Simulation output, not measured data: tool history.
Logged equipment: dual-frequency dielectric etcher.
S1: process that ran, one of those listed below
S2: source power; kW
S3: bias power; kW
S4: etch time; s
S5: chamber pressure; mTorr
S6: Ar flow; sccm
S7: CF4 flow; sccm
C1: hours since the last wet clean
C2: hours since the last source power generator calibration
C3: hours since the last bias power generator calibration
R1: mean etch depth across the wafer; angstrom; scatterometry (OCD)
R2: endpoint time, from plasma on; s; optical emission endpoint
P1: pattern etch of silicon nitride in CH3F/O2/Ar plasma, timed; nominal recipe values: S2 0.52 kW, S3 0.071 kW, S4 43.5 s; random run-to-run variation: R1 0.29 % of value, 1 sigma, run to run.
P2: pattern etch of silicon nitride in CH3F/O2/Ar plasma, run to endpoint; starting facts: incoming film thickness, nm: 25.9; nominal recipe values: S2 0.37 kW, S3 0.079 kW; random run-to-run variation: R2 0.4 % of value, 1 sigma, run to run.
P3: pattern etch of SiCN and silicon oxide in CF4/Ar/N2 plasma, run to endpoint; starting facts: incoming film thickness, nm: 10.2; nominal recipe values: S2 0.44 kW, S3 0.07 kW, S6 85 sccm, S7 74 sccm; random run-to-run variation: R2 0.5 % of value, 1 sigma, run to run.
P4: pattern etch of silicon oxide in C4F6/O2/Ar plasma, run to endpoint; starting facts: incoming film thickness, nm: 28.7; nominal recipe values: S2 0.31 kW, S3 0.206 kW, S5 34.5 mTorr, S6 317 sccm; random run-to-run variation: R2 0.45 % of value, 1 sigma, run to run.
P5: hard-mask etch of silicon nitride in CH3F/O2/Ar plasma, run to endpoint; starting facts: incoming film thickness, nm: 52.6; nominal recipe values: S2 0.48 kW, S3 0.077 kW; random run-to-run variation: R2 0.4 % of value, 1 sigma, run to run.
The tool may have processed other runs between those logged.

{"run": 1, "hour": 3.8, "S1": "P1", "S2": 0.52, "S3": 0.071, "S4": 43.5, "C1": 323.9, "C2": 819.3, "C3": 1647.5, "R1": 333.01}
{"run": 2, "hour": 7.2, "S1": "P1", "S2": 0.52, "S3": 0.071, "S4": 59, "C1": 327.3, "C2": 822.7, "C3": 1650.9, "R1": 449.54}
{"run": 3, "hour": 12.0, "S1": "P1", "S2": 0.68, "S3": 0.071, "S4": 60, "C1": 332.1, "C2": 827.5, "C3": 1655.7, "R1": 506.25}
{"run": 4, "hour": 19.0, "S1": "P5", "S2": 0.48, "S3": 0.077, "C1": 339.1, "C2": 834.5, "C3": 1662.7, "R2": 68.18}
{"run": 5, "hour": 22.3, "S1": "P4", "S2": 0.44, "S3": 0.206, "S5": 34.5, "S6": 317, "C1": 342.4, "C2": 837.8, "C3": 1666, "R2": 8.5664}
{"run": 6, "hour": 28.6, "S1": "P4", "S2": 0.31, "S3": 0.206, "S5": 45, "S6": 317, "C1": 348.7, "C2": 844.1, "C3": 1672.3, "R2": 10.043}
{"run": 7, "hour": 35.7, "S1": "P1", "S2": 0.52, "S3": 0.057, "S4": 43.5, "C1": 355.8, "C2": 851.2, "C3": 1679.4, "R1": 309.41}
{"run": 8, "hour": 40.8, "S1": "P3", "S2": 0.3, "S3": 0.07, "S6": 85, "S7": 74, "C1": 360.9, "C2": 856.3, "C3": 1684.5, "R2": 15.988}
{"run": 9, "hour": 44.4, "S1": "P1", "S2": 0.52, "S3": 0.071, "S4": 43.5, "C1": 364.5, "C2": 859.9, "C3": 1688.1, "R1": 332.81}
{"run": 10, "hour": 49.1, "S1": "P5", "S2": 0.48, "S3": 0.104, "C1": 369.2, "C2": 864.6, "C3": 1692.8, "R2": 60.941}
{"run": 11, "hour": 55.5, "S1": "P1", "S2": 0.52, "S3": 0.087, "S4": 43.5, "C1": 375.6, "C2": 871, "C3": 1699.2, "R1": 354.91}
{"run": 12, "hour": 60.6, "S1": "P3", "S2": 0.44, "S3": 0.07, "S6": 85, "S7": 44, "C1": 380.7, "C2": 876.1, "C3": 1704.3, "R2": 12.24}
{"run": 13, "hour": 67.5, "S1": "P5", "S2": 0.58, "S3": 0.077, "C1": 387.6, "C2": 883, "C3": 1711.2, "R2": 63.467}
{"run": 14, "hour": 73.3, "S1": "P1", "S2": 0.73, "S3": 0.071, "S4": 43.5, "C1": 393.4, "C2": 888.8, "C3": 1717, "R1": 381.27}
{"run": 15, "hour": 78.1, "S1": "P1", "S2": 0.52, "S3": 0.071, "S4": 43.5, "C1": 398.2, "C2": 893.6, "C3": 1721.8, "R1": 334.61}
{"run": 16, "hour": 84.6, "S1": "P3", "S2": 0.44, "S3": 0.07, "S6": 101, "S7": 74, "C1": 404.7, "C2": 900.1, "C3": 1728.3, "R2": 11.69}
{"run": 17, "hour": 88.8, "S1": "P4", "S2": 0.31, "S3": 0.206, "S5": 34.5, "S6": 317, "C1": 408.9, "C2": 904.3, "C3": 1732.5, "R2": 9.6711}
{"run": 18, "hour": 95.4, "S1": "P2", "S2": 0.28, "S3": 0.079, "C1": 415.5, "C2": 910.9, "C3": 1739.1, "R2": 42.807}
{"run": 19, "hour": 99.4, "S1": "P4", "S2": 0.31, "S3": 0.206, "S5": 34.5, "S6": 185, "C1": 419.5, "C2": 914.9, "C3": 1743.1, "R2": 9.2553}
{"run": 20, "hour": 105.2, "S1": "P4", "S2": 0.31, "S3": 0.125, "S5": 34.5, "S6": 317, "C1": 425.3, "C2": 920.7, "C3": 1748.9, "R2": 11.323}
{"run": 21, "hour": 110.7, "S1": "P3", "S2": 0.44, "S3": 0.07, "S6": 85, "S7": 74, "C1": 430.8, "C2": 926.2, "C3": 1754.4, "R2": 11.332}
{"run": 22, "hour": 116.1, "S1": "P4", "S2": 0.31, "S3": 0.206, "S5": 34.5, "S6": 317, "C1": 436.2, "C2": 931.6, "C3": 1759.8, "R2": 9.7559}
{"run": 23, "hour": 121.3, "S1": "P1", "S2": 0.33, "S3": 0.071, "S4": 43.5, "C1": 441.4, "C2": 936.8, "C3": 1765, "R1": 278.29}
{"run": 24, "hour": 126.9, "S1": "P3", "S2": 0.44, "S3": 0.045, "S6": 85, "S7": 74, "C1": 447, "C2": 942.4, "C3": 1770.6, "R2": 13.166}
{"run": 25, "hour": 130.0, "S1": "P2", "S2": 0.37, "S3": 0.06, "C1": 450.1, "C2": 945.5, "C3": 1773.7, "R2": 42.072}
{"run": 26, "hour": 136.4, "S1": "P1", "S2": 0.52, "S3": 0.071, "S4": 28.5, "C1": 456.5, "C2": 951.9, "C3": 1780.1, "R1": 217.57}
{"run": 27, "hour": 141.1, "S1": "P1", "S2": 0.52, "S3": 0.071, "S4": 43.5, "C1": 461.2, "C2": 956.6, "C3": 1784.8, "R1": 333.97}
{"run": 28, "hour": 145.6, "S1": "P2", "S2": 0.37, "S3": 0.079, "C1": 465.7, "C2": 961.1, "C3": 1789.3, "R2": 38.441}
{"run": 29, "hour": 149.0, "S1": "P1", "S2": 0.52, "S3": 0.071, "S4": 43.5, "C1": 469.1, "C2": 964.5, "C3": 1792.7, "R1": 333.49}
{"run": 30, "hour": 155.5, "S1": "P1", "S2": 0.52, "S3": 0.071, "S4": 43.5, "C1": 475.6, "C2": 971, "C3": 1799.2, "R1": 329.73}
{"run": 31, "hour": 158.8, "S1": "P1", "S2": 0.52, "S3": 0.071, "S4": 43.5, "C1": 478.9, "C2": 974.3, "C3": 1802.5, "R1": 330.67}
{"run": 32, "hour": 164.8, "S1": "P1", "S2": 0.52, "S3": 0.071, "S4": 43.5, "C1": 484.9, "C2": 980.3, "C3": 1808.5, "R1": 330.65}
{"run": 33, "hour": 168.0, "S1": "P1", "S2": 0.52, "S3": 0.071, "S4": 43.5, "C1": 488.1, "C2": 983.5, "C3": 1811.7, "R1": 329.21}
{"run": 34, "hour": 173.1, "S1": "P1", "S2": 0.52, "S3": 0.071, "S4": 43.5, "C1": 493.2, "C2": 988.6, "C3": 1816.8, "R1": 328.34}
{"run": 35, "hour": 176.6, "S1": "P1", "S2": 0.52, "S3": 0.071, "S4": 43.5, "C1": 496.7, "C2": 992.1, "C3": 1820.3, "R1": 327.67}
{"hour": 180.7, "done": "wet clean of the chamber"}
{"run": 36, "hour": 182.2, "S1": "P1", "S2": 0.52, "S3": 0.071, "S4": 43.5, "C1": 1.5, "C2": 997.7, "C3": 1825.9, "R1": 327.96}
{"run": 37, "hour": 186.2, "S1": "P1", "S2": 0.52, "S3": 0.071, "S4": 43.5, "C1": 5.5, "C2": 1001.7, "C3": 1829.9, "R1": 327.02}
{"run": 38, "hour": 193.2, "S1": "P1", "S2": 0.52, "S3": 0.071, "S4": 43.5, "C1": 12.5, "C2": 1008.7, "C3": 1836.9, "R1": 327.93}

What P1 gives has crept away from where it was. These 2 causes fit the log equally well, each at the size given:
A: bias power that arrives under what is set, % = 4.28
B: source power that arrives under what is set, % = 3.74
The gradual shift began around hour 149.
All other causes, with the reason each is excluded:
chamber walls in a state that lowers the etch rate, %: was serviced at hour 180.7, once the creep was under way, yet the earlier output never came back

Consider the 4 check runs below, whose results appear as question marks and each of which averages 3 wafers. Which one distinguishes the causes, in that each cause would give it a clearly different result?
{"run": "check 1", "hour": 200.2, "S1": "P2", "S2": 0.37, "S3": 0.065, "R2": "?"}
{"run": "check 2", "hour": 200.2, "S1": "P5", "S2": 0.56, "S3": 0.101, "R2": "?"}
{"run": "check 3", "hour": 200.2, "S1": "P4", "S2": 0.43, "S3": 0.145, "S5": 34.5, "S6": 317, "R2": "?"}
{"run": "check 4", "hour": 200.2, "S1": "P3", "S2": 0.44, "S3": 0.058, "S6": 85, "S7": 74, "R2": "?"}

What each check would give under each cause:
check=check_1 result=R2 if_A=41.806 if_B=41.8
check=check_2 result=R2 if_A=59.245 if_B=59.163
check=check_3 result=R2 if_A=9.6892 if_B=9.7092
check=check_4 result=R2 if_A=12.3 if_B=12.554
How far apart the two closest causes lie, in the result that separates them most: check 1 0.01 %; check 2 0.14 %; check 3 0.21 %; check 4 2.04 %
Check 4 tells the causes apart: in the others they would give nearly the same result.

The results of check 4 are: R2 12.536 s. Based on these, which of the listed causes is it?

The correct cause is B, namely: source power that arrives under what is set, %.
